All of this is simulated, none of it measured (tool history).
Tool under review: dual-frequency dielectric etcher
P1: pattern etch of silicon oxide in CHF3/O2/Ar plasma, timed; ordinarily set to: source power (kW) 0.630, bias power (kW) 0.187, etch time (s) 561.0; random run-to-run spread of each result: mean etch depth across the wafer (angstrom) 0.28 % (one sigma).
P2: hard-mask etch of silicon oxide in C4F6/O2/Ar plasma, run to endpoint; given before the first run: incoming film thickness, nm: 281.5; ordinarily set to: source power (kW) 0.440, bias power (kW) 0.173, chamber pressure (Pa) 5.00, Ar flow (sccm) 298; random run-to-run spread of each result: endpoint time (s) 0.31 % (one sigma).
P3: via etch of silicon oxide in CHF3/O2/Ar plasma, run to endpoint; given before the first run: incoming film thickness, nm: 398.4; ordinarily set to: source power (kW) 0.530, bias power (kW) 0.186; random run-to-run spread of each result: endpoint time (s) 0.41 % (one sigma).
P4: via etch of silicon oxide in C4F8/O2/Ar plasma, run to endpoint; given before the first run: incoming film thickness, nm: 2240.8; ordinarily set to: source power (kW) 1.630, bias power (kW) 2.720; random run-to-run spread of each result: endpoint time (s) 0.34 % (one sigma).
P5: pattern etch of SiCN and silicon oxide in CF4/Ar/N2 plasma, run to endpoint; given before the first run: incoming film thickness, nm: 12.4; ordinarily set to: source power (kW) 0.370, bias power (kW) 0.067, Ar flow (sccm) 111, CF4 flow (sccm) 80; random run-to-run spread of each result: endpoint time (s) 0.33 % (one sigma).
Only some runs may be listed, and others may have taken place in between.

| run | hour | process that ran | source power (kW) | bias power (kW) | etch time (s) | chamber pressure (Pa) | Ar flow (sccm) | CF4 flow (sccm) | hours since the last wet clean | hours since the last source power generator calibration | hours since the last bias power generator calibration | mean etch depth across the wafer (angstrom) | endpoint time (s) |
|---|---|---|---|---|---|---|---|---|---|---|---|---|---|
| 1 | 3.1 | P1 | 0.630 | 0.187 | 561.0 |  |  |  | 311.7 | 1159.9 | 937.8 | 11470.0 |  |
| 2 | 7.5 | P1 | 0.630 | 0.138 | 561.0 |  |  |  | 316.1 | 1164.3 | 942.2 | 10390.0 |  |
| 3 | 12.9 | P4 | 2.210 | 2.720 |  |  |  |  | 321.5 | 1169.7 | 947.6 |  | 390.980 |
| 4 | 16.8 | P3 | 0.530 | 0.186 |  |  |  |  | 325.4 | 1173.6 | 951.5 |  | 207.250 |
| 5 | 20.2 | P4 | 1.630 | 2.720 |  |  |  |  | 328.8 | 1177.0 | 954.9 |  | 441.240 |
| 6 | 25.9 | P2 | 0.440 | 0.104 |  | 5.00 | 298 |  | 334.5 | 1182.7 | 960.6 |  | 102.900 |
| 7 | 28.8 | P5 | 0.370 | 0.067 |  |  | 111 | 80 | 337.4 | 1185.6 | 963.5 |  | 17.426 |
| 8 | 32.3 | P1 | 0.840 | 0.187 | 561.0 |  |  |  | 340.9 | 1189.1 | 967.0 | 12750.0 |  |
| 9 | 36.0 | P1 | 0.370 | 0.187 | 561.0 |  |  |  | 344.6 | 1192.8 | 970.7 | 9325.6 |  |
| 10 | 41.0 | P2 | 0.440 | 0.173 |  | 3.80 | 298 |  | 349.6 | 1197.8 | 975.7 |  | 85.700 |
| 11 | 45.4 | P1 | 0.630 | 0.187 | 561.0 |  |  |  | 354.0 | 1202.2 | 980.1 | 11456.0 |  |
| 12 | 48.1 | P1 | 0.630 | 0.187 | 561.0 |  |  |  | 356.7 | 1204.9 | 982.8 | 11477.0 |  |
| 13 | 52.0 | P5 | 0.370 | 0.067 |  |  | 111 | 80 | 360.6 | 1208.8 | 986.7 |  | 17.531 |
| 14 | 55.0 | P5 | 0.460 | 0.067 |  |  | 111 | 80 | 363.6 | 1211.8 | 989.7 |  | 14.442 |
| 15 | 60.9 | P4 | 1.630 | 1.839 |  |  |  |  | 369.5 | 1217.7 | 995.6 |  | 498.050 |
| 16 | 65.5 | P2 | 0.440 | 0.173 |  | 5.00 | 298 |  | 374.1 | 1222.3 | 1000.2 |  | 88.099 |
| 17 | 69.4 | P1 | 0.500 | 0.125 | 561.0 |  |  |  | 378.0 | 1226.2 | 1004.1 | 9205.2 |  |
| 18 | 73.2 | P1 | 0.630 | 0.187 | 318.5 |  |  |  | 381.8 | 1230.0 | 1007.9 | 6510.1 |  |
| 19 | 77.5 | P2 | 0.620 | 0.173 |  | 5.00 | 298 |  | 386.1 | 1234.3 | 1012.2 |  | 76.899 |
| 20 | 81.9 | P3 | 0.530 | 0.256 |  |  |  |  | 390.5 | 1238.7 | 1016.6 |  | 184.670 |
| 21 | 84.7 | P3 | 0.530 | 0.186 |  |  |  |  | 393.3 | 1241.5 | 1019.4 |  | 208.070 |
| 22 | 90.4 | P1 | 0.630 | 0.220 | 767.5 |  |  |  | 399.0 | 1247.2 | 1025.1 | 16566.0 |  |
| 23 | 93.7 | P5 | 0.370 | 0.042 |  |  | 111 | 80 | 402.3 | 1250.5 | 1028.4 |  | 20.286 |
| 24 | 96.4 | P3 | 0.710 | 0.186 |  |  |  |  | 405.0 | 1253.2 | 1031.1 |  | 185.540 |
| 25 | 99.0 | P1 | 0.630 | 0.249 | 561.0 |  |  |  | 407.6 | 1255.8 | 1033.7 | 12583.0 |  |
|  | 101.5 | source power generator calibrated |
| 26 | 104.6 | P1 | 0.630 | 0.187 | 796.5 |  |  |  | 413.2 | 3.1 | 1039.3 | 16239.0 |  |
| 27 | 108.5 | P2 | 0.440 | 0.173 |  | 5.00 | 298 |  | 417.1 | 7.0 | 1043.2 |  | 88.079 |
| 28 | 111.2 | P5 | 0.370 | 0.067 |  |  | 111 | 112 | 419.8 | 9.7 | 1045.9 |  | 16.706 |
| 29 | 116.1 | P2 | 0.440 | 0.173 |  | 5.00 | 386 |  | 424.7 | 14.6 | 1050.8 |  | 91.456 |
| 30 | 121.6 | P5 | 0.370 | 0.067 |  |  | 150 | 80 | 430.2 | 20.1 | 1056.3 |  | 18.444 |
| 31 | 125.5 | P1 | 0.630 | 0.187 | 561.0 |  |  |  | 434.1 | 24.0 | 1060.2 | 11460.0 |  |
| 32 | 128.7 | P1 | 0.630 | 0.187 | 561.0 |  |  |  | 437.3 | 27.2 | 1063.4 | 11395.0 |  |
| 33 | 133.2 | P1 | 0.630 | 0.187 | 561.0 |  |  |  | 441.8 | 31.7 | 1067.9 | 11490.0 |  |
| 34 | 138.9 | P1 | 0.630 | 0.187 | 561.0 |  |  |  | 447.5 | 37.4 | 1073.6 | 11559.0 |  |
| 35 | 142.4 | P1 | 0.630 | 0.187 | 561.0 |  |  |  | 451.0 | 40.9 | 1077.1 | 11497.0 |  |
| 36 | 147.3 | P1 | 0.630 | 0.187 | 561.0 |  |  |  | 455.9 | 45.8 | 1082.0 | 11563.0 |  |
| 37 | 152.5 | P1 | 0.630 | 0.187 | 561.0 |  |  |  | 461.1 | 51.0 | 1087.2 | 11579.0 |  |
| 38 | 156.9 | P1 | 0.630 | 0.187 | 561.0 |  |  |  | 465.5 | 55.4 | 1091.6 | 11635.0 |  |
|  | 161.0 | wet clean of the chamber |
| 39 | 161.6 | P1 | 0.630 | 0.187 | 561.0 |  |  |  | 0.6 | 60.1 | 1096.3 | 11584.0 |  |
| 40 | 166.1 | P1 | 0.630 | 0.187 | 561.0 |  |  |  | 5.1 | 64.6 | 1100.8 | 11574.0 |  |
| 41 | 170.3 | P1 | 0.630 | 0.187 | 561.0 |  |  |  | 9.3 | 68.8 | 1105.0 | 11588.0 |  |
| 42 | 174.2 | P1 | 0.630 | 0.187 | 561.0 |  |  |  | 13.2 | 72.7 | 1108.9 | 11620.0 |  |

What P1 gives has crept off from where it sat before. The 2 causes that follow fit the log equally well, each at the size noted:
A: source power that arrives over what is set, % = 3.78
B: bias power that arrives over what is set, % = 4.27
The process output started creeping at around hour 128.7.
All other causes, with the reason each is excluded:
chamber walls in a state that raises the etch rate, %: work on it at hour 161.0, done after the drift set in, did not restore what the process gave before

The 4 check runs listed below each average the results of 2 wafers, and their outcomes are marked with question marks. Under which run would the listed causes produce clearly different results?
| check 1 | 178.1 | P2 | 0.610 | 0.173 |  | 5.00 | 298 |  |  |  |  |  | ? |
| check 2 | 178.1 | P5 | 0.370 | 0.042 |  |  | 111 | 111 |  |  |  |  | ? |
| check 3 | 178.1 | P4 | 2.210 | 1.966 |  |  |  |  |  |  |  |  | ? |
| check 4 | 178.1 | P3 | 0.530 | 0.244 |  |  |  |  |  |  |  |  | ? |

Outcome of each check run for each possible cause:
| check | result | if A | if B |
|---|---|---|---|
| check 1 | endpoint time (s) | 76.659 | 76.805 |
| check 2 | endpoint time (s) | 18.626 | 19.031 |
| check 3 | endpoint time (s) | 423.260 | 424.530 |
| check 4 | endpoint time (s) | 186.850 | 186.640 |
Separation of the two closest causes in each check, using whichever result separates them best: check 1 0.19 %; check 2 2.15 %; check 3 0.3 %; check 4 0.11 %
Only check 2 tells the causes apart: in the others they would give nearly the same result.

With check 2 done, the readings were: endpoint time (s) 18.641. Identify which of the listed causes applies.

It was cause A: source power that arrives over what is set, %.
